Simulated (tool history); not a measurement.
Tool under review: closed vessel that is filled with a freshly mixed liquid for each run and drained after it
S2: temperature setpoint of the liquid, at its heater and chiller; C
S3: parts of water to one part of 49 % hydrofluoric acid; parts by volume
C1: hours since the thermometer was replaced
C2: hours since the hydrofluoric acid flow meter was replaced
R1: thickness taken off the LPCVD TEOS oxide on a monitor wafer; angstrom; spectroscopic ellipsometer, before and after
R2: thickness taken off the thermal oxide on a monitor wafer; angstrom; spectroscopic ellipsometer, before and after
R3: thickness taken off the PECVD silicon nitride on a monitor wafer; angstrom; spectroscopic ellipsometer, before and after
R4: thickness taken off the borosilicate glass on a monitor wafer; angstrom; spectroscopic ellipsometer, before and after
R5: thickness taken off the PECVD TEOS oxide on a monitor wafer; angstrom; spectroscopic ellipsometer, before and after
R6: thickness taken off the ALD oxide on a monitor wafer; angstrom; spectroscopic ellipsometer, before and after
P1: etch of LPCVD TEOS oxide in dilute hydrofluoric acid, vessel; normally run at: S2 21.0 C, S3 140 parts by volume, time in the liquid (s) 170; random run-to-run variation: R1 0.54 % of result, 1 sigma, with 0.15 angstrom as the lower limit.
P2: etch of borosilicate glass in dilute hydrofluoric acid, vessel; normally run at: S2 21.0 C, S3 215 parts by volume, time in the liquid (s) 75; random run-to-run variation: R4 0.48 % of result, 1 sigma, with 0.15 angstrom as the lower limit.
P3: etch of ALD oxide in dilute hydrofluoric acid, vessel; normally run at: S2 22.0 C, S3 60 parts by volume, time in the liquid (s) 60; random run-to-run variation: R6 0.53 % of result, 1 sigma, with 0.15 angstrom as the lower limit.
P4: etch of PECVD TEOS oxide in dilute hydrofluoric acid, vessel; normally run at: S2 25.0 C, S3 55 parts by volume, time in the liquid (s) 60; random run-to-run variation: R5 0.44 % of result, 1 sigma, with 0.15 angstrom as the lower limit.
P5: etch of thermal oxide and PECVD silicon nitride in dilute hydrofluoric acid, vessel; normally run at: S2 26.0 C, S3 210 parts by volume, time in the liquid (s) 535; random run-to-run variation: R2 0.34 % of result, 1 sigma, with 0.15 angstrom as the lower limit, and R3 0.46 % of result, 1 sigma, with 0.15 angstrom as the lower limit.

run 1 hour=8.1 | process_that_ran=P1 S2=21.0 S3=140 time_in_the_liquid_(s)=170 | C1=584.3 C2=426.8 | R1=538.480
run 2 hour=15.4 | process_that_ran=P5 S2=26.0 S3=210 time_in_the_liquid_(s)=535 | C1=591.6 C2=434.1 | R2=110.00 R3=94.329
run 3 hour=22.6 | process_that_ran=P2 S2=21.0 S3=215 time_in_the_liquid_(s)=75 | C1=598.8 C2=441.3 | R4=46.459
run 4 hour=30.5 | process_that_ran=P4 S2=25.0 S3=55 time_in_the_liquid_(s)=60 | C1=606.7 C2=449.2 | R5=124.690
run 5 hour=37.4 | process_that_ran=P3 S2=22.0 S3=60 time_in_the_liquid_(s)=95 | C1=613.6 C2=456.1 | R6=493.63
run 6 hour=46.1 | process_that_ran=P1 S2=17.0 S3=140 time_in_the_liquid_(s)=300 | C1=622.3 C2=464.8 | R1=803.970
run 7 hour=58.9 | process_that_ran=P1 S2=21.0 S3=85 time_in_the_liquid_(s)=170 | C1=635.1 C2=477.6 | R1=936.030
run 8 hour=70.9 | process_that_ran=P4 S2=25.0 S3=30 time_in_the_liquid_(s)=60 | C1=647.1 C2=489.6 | R5=237.980
run 9 hour=83.2 | process_that_ran=P1 S2=21.0 S3=140 time_in_the_liquid_(s)=30 | C1=659.4 C2=501.9 | R1=95.838
run 10 hour=95.8 | process_that_ran=P4 S2=25.0 S3=55 time_in_the_liquid_(s)=60 | C1=672.0 C2=514.5 | R5=123.680
run 11 hour=105.9 | process_that_ran=P5 S2=26.0 S3=210 time_in_the_liquid_(s)=830 | C1=682.1 C2=524.6 | R2=169.64 R3=146.280
run 12 hour=113.5 | process_that_ran=P3 S2=22.0 S3=95 time_in_the_liquid_(s)=60 | C1=689.7 C2=532.2 | R6=189.46
run 13 hour=120.0 | process_that_ran=P1 S2=25.5 S3=140 time_in_the_liquid_(s)=170 | C1=696.2 C2=538.7 | R1=638.310
run 14 hour=131.1 | process_that_ran=P4 S2=25.0 S3=55 time_in_the_liquid_(s)=30 | C1=707.3 C2=549.8 | R5=62.099
run 15 hour=140.3 | process_that_ran=P1 S2=17.0 S3=140 time_in_the_liquid_(s)=170 | C1=716.5 C2=559.0 | R1=456.420
run 16 hour=148.1 | process_that_ran=P3 S2=22.0 S3=60 time_in_the_liquid_(s)=60 | C1=724.3 C2=566.8 | R6=317.18
run 17 hour=154.4 | process_that_ran=P4 S2=32.5 S3=55 time_in_the_liquid_(s)=60 | C1=730.6 C2=573.1 | R5=166.380
run 18 hour=166.4 | process_that_ran=P1 S2=21.0 S3=140 time_in_the_liquid_(s)=170 | C1=742.6 C2=585.1 | R1=539.760
run 19 hour=175.4 | process_that_ran=P2 S2=17.0 S3=215 time_in_the_liquid_(s)=75 | C1=751.6 C2=594.1 | R4=39.588
run 20 hour=185.5 | process_that_ran=P2 S2=21.0 S3=360 time_in_the_liquid_(s)=75 | C1=761.7 C2=604.2 | R4=23.951
run 21 hour=196.3 | process_that_ran=P5 S2=29.5 S3=210 time_in_the_liquid_(s)=535 | C1=772.5 C2=615.0 | R2=124.48 R3=117.470
run 22 hour=208.9 | process_that_ran=P3 S2=22.0 S3=60 time_in_the_liquid_(s)=60 | C1=785.1 C2=627.6 | R6=311.66
run 23 hour=215.9 | process_that_ran=P1 S2=28.0 S3=190 time_in_the_liquid_(s)=170 | C1=792.1 C2=634.6 | R1=484.410
run 24 hour=222.2 | process_that_ran=P1 S2=21.0 S3=140 time_in_the_liquid_(s)=170 | C1=798.4 C2=640.9 | R1=538.370
run 25 hour=233.6 | process_that_ran=P1 S2=21.0 S3=140 time_in_the_liquid_(s)=170 | C1=809.8 C2=652.3 | R1=541.990
run 26 hour=240.6 | process_that_ran=P2 S2=21.0 S3=215 time_in_the_liquid_(s)=150 | C1=816.8 C2=659.3 | R4=92.782
run 27 hour=246.6 | process_that_ran=P2 S2=21.0 S3=215 time_in_the_liquid_(s)=75 | C1=822.8 C2=665.3 | R4=45.968
run 28 hour=258.5 | process_that_ran=P3 S2=29.0 S3=60 time_in_the_liquid_(s)=60 | C1=834.7 C2=677.2 | R6=416.06
run 29 hour=266.0 | process_that_ran=P1 S2=21.0 S3=140 time_in_the_liquid_(s)=170 | C1=842.2 C2=684.7 | R1=538.350
run 30 hour=278.3 | process_that_ran=P1 S2=21.0 S3=60 time_in_the_liquid_(s)=60 | C1=854.5 C2=697.0 | R1=486.240
run 31 hour=283.9 | process_that_ran=P5 S2=26.0 S3=60 time_in_the_liquid_(s)=535 | C1=860.1 C2=702.6 | R2=464.31 R3=329.410
run 32 hour=294.8 | process_that_ran=P1 S2=21.0 S3=140 time_in_the_liquid_(s)=260 | C1=871.0 C2=713.5 | R1=826.290
run 33 hour=306.4 | process_that_ran=P1 S2=21.0 S3=205 time_in_the_liquid_(s)=170 | C1=882.6 C2=725.1 | R1=345.210
run 34 hour=318.0 | process_that_ran=P1 S2=21.0 S3=140 time_in_the_liquid_(s)=170 | C1=894.2 C2=736.7 | R1=538.680
run 35 hour=323.8 | process_that_ran=P1 S2=21.0 S3=140 time_in_the_liquid_(s)=170 | C1=900.0 C2=742.5 | R1=558.300
run 36 hour=334.3 | process_that_ran=P1 S2=21.0 S3=140 time_in_the_liquid_(s)=170 | C1=910.5 C2=753.0 | R1=578.490
run 37 hour=340.8 | process_that_ran=P1 S2=21.0 S3=140 time_in_the_liquid_(s)=170 | C1=917.0 C2=759.5 | R1=584.480
run 38 hour=351.6 | process_that_ran=P1 S2=21.0 S3=140 time_in_the_liquid_(s)=170 | C1=927.8 C2=770.3 | R1=590.750
run 39 hour=358.3 | process_that_ran=P1 S2=21.0 S3=140 time_in_the_liquid_(s)=170 | C1=934.5 C2=777.0 | R1=588.830
run 40 hour=365.7 | process_that_ran=P1 S2=21.0 S3=140 time_in_the_liquid_(s)=170 | C1=941.9 C2=784.4 | R1=591.710

P1 has crept away from where it was. The log is fitted equally well by each of these 2 causes, at the sizes shown:
A: liquid hotter than its thermometer reads (K) = 2.3
B: hydrofluoric acid flow above the setpoint (%) = 8.17
At approximately hour 318.0, the process output began to creep.

Question marks stand in for the results of the 4 check runs listed below, each run on one wafer. Under which run would the listed causes show clearly different results?
run check 1 hour=373.1 | process_that_ran=P2 S2=21.0 S3=215 time_in_the_liquid_(s)=75 | R4=?
run check 2 hour=373.1 | process_that_ran=P3 S2=22.0 S3=60 time_in_the_liquid_(s)=60 | R6=?
run check 3 hour=373.1 | process_that_ran=P5 S2=26.0 S3=210 time_in_the_liquid_(s)=535 | R2=? R3=?
run check 4 hour=373.1 | process_that_ran=P4 S2=25.0 S3=55 time_in_the_liquid_(s)=60 | R5=?

Check results expected under each cause:
check=check_1 result=R4 if_A=50.350 if_B=50.794
check=check_2 result=R6 if_A=344.21 if_B=340.65
check=check_3 result=R2 if_A=119.38 if_B=121.16
check=check_3 result=R3 if_A=108.990 if_B=102.420
check=check_4 result=R5 if_A=136.310 if_B=135.140
Per-check spread between the two closest causes, in the result where they differ most: check 1 0.88 %; check 2 1.04 %; check 3 6.22 %; check 4 0.86 %
Check 3 is the one run that separates the causes; every other check would come out nearly the same whichever cause is at work.

After running check 3, the following was obtained: R2 121.09 angstrom; R3 101.790 angstrom. Which cause does this point to?

It is B: hydrofluoric acid flow above the setpoint (%).
